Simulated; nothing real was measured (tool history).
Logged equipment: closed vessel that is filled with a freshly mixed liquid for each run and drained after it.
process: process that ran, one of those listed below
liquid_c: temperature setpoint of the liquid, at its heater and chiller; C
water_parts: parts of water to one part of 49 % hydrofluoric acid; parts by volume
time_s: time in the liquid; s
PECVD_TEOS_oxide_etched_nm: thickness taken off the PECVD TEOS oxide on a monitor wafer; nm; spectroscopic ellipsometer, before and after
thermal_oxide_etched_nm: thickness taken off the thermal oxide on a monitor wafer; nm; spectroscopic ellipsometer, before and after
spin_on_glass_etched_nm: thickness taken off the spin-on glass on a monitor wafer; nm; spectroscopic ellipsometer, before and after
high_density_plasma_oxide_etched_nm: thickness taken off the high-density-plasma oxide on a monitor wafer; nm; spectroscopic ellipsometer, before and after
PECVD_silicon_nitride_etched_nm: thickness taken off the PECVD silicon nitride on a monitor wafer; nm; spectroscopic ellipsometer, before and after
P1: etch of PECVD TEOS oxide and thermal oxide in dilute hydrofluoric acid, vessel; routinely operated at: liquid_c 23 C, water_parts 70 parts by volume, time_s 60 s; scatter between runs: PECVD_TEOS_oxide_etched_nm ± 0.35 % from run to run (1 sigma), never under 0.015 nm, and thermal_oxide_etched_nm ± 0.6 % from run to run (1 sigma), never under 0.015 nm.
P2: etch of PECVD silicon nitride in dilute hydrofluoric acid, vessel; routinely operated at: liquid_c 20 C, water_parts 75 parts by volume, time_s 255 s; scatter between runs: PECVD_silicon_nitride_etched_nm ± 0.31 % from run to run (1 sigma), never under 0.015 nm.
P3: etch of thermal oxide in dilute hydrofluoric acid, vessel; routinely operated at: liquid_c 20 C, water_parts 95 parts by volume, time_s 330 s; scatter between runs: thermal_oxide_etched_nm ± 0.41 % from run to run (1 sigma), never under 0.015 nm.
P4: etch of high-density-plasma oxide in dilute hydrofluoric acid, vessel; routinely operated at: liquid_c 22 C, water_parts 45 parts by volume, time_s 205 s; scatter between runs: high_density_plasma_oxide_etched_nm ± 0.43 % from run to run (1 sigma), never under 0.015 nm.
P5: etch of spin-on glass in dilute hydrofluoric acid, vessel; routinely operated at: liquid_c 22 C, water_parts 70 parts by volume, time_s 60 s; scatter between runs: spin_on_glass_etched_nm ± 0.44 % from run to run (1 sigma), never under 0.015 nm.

run   hour  process  liquid_c  water_parts  time_s  PECVD_TEOS_oxide_etched_nm  thermal_oxide_etched_nm  spin_on_glass_etched_nm  high_density_plasma_oxide_etched_nm  PECVD_silicon_nitride_etched_nm
  1     15       P1        23           70      60                      16.754                    4.028
  2   23.7       P1        23           70      60                      16.659                   3.9761
  3   38.3       P5        22           70      90                                                                        38.815
  4   52.7       P4        22           45     340                                                                                                             66.323
  5   64.9       P5        22          100      60                                                                        17.518
  6   71.7       P5        22           70      60                                                                        25.839
  7   86.6       P1        23           70      30                      8.3999                   1.9864
  8  100.1       P1      30.5           35      60                        47.7                   11.369
  9  112.3       P4        22           45     205                                                                                                             39.665
     122.8  -- thermometer replaced
 10  123.5       P1      28.5           70      60                      20.795                   5.0708
 11  136.2       P3        20           20     330                                               68.984
 12  146.9       P2        20           75     255                                                                                                                                              7.6178
 13    156       P1        23          100      60                      11.291                   2.6867
 14  167.1       P2        20           75      65                                                                                                                                               1.968
 15  174.1       P2        20           75     255                                                                                                                                              7.5698
 16    181       P4      29.5           45     205                                                                                                             54.165
 17  193.5       P3        20           95     330                                                13.29
 18    203       P2        20          130     255                                                                                                                                              4.4315
 19  211.1       P2        17           75     255                                                                                                                                              6.1926
 20  220.1       P4        22           70     205                                                                                                             24.824
 21  232.7       P1        23           40      60                      30.578                   7.3578
 22  247.7       P3        20           95     330                                               13.322
 23  262.5       P1        23           70     100                      27.914                   6.7138
 24  276.9       P3      27.5           95     330                                               17.956
 25  285.2       P5        22           70      60                                                                        25.709
 26  297.8       P5        17           70      60                                                                        21.034
 27  312.1       P4        22           45     205                                                                                                             39.942
 28  322.6       P3        20           95      55                                               2.2302
 29  336.2       P1        23           70      60                      16.619                   4.0375
 30  347.5       P1        17           70      60                      13.058                   3.1478
 31  359.3       P1        23           70      60                      16.703                    4.073
 32  374.5       P1        23           70      60                      16.696                    3.996
 33  385.8       P1        23           70      60                      16.266                   3.9399
 34  396.5       P1        23           70      60                      16.014                   3.8338
 35  411.5       P1        23           70      60                      15.596                   3.7639
 36  425.5       P1        23           70      60                      15.307                   3.7283
 37  438.7       P1        23           70      60                      15.365                   3.6569
 38  451.3       P1        23           70      60                      15.248                   3.6028
 39  459.2       P1        23           70      60                       15.15                   3.6784
 40  469.9       P1        23           70      60                      15.272                   3.6273
 41  480.6       P1        23           70      60                      15.171                   3.6308
 42  491.1       P1        23           70      60                      15.159                   3.6181

Compared with where it was, what P1 gives has crept away. Each cause listed below fits the log as well as the rest, at the size given for it:
A: hydrofluoric acid flow below the setpoint (%) = 8.81
B: liquid colder than its thermometer reads (K) = 2.45
The gradual shift began around hour 374.5.

Consider the 4 single-wafer check runs listed below, results given as question marks: which one distinguishes between the causes by giving clearly different results for each?
check 1  501.6       P2        20           75     255                                                                                                                                                   ?
check 2  501.6       P3        20           95     330                                                    ?
check 3  501.6       P4        22           45     205                                                                                                                  ?
check 4  501.6       P5        22           70      60                                                                             ?

What every check run would give for each of its results, assuming each possible cause in turn:
  check                               result    if A    if B
check 1      PECVD_silicon_nitride_etched_nm  6.9339  6.4005
check 2              thermal_oxide_etched_nm   12.02  12.026
check 3  high_density_plasma_oxide_etched_nm  36.069  35.852
check 4              spin_on_glass_etched_nm  23.345  23.309
Separation of the two closest causes in each check, using whichever result separates them best: check 1 8 %; check 2 0.04 %; check 3 0.6 %; check 4 0.15 %
Check 1 is the one run that separates the causes; every other check would come out nearly the same whichever cause is at work.

Then check 1 was run and gave: PECVD_silicon_nitride_etched_nm 6.9211 nm. Which cause is it?

It was cause A: hydrofluoric acid flow below the setpoint (%).

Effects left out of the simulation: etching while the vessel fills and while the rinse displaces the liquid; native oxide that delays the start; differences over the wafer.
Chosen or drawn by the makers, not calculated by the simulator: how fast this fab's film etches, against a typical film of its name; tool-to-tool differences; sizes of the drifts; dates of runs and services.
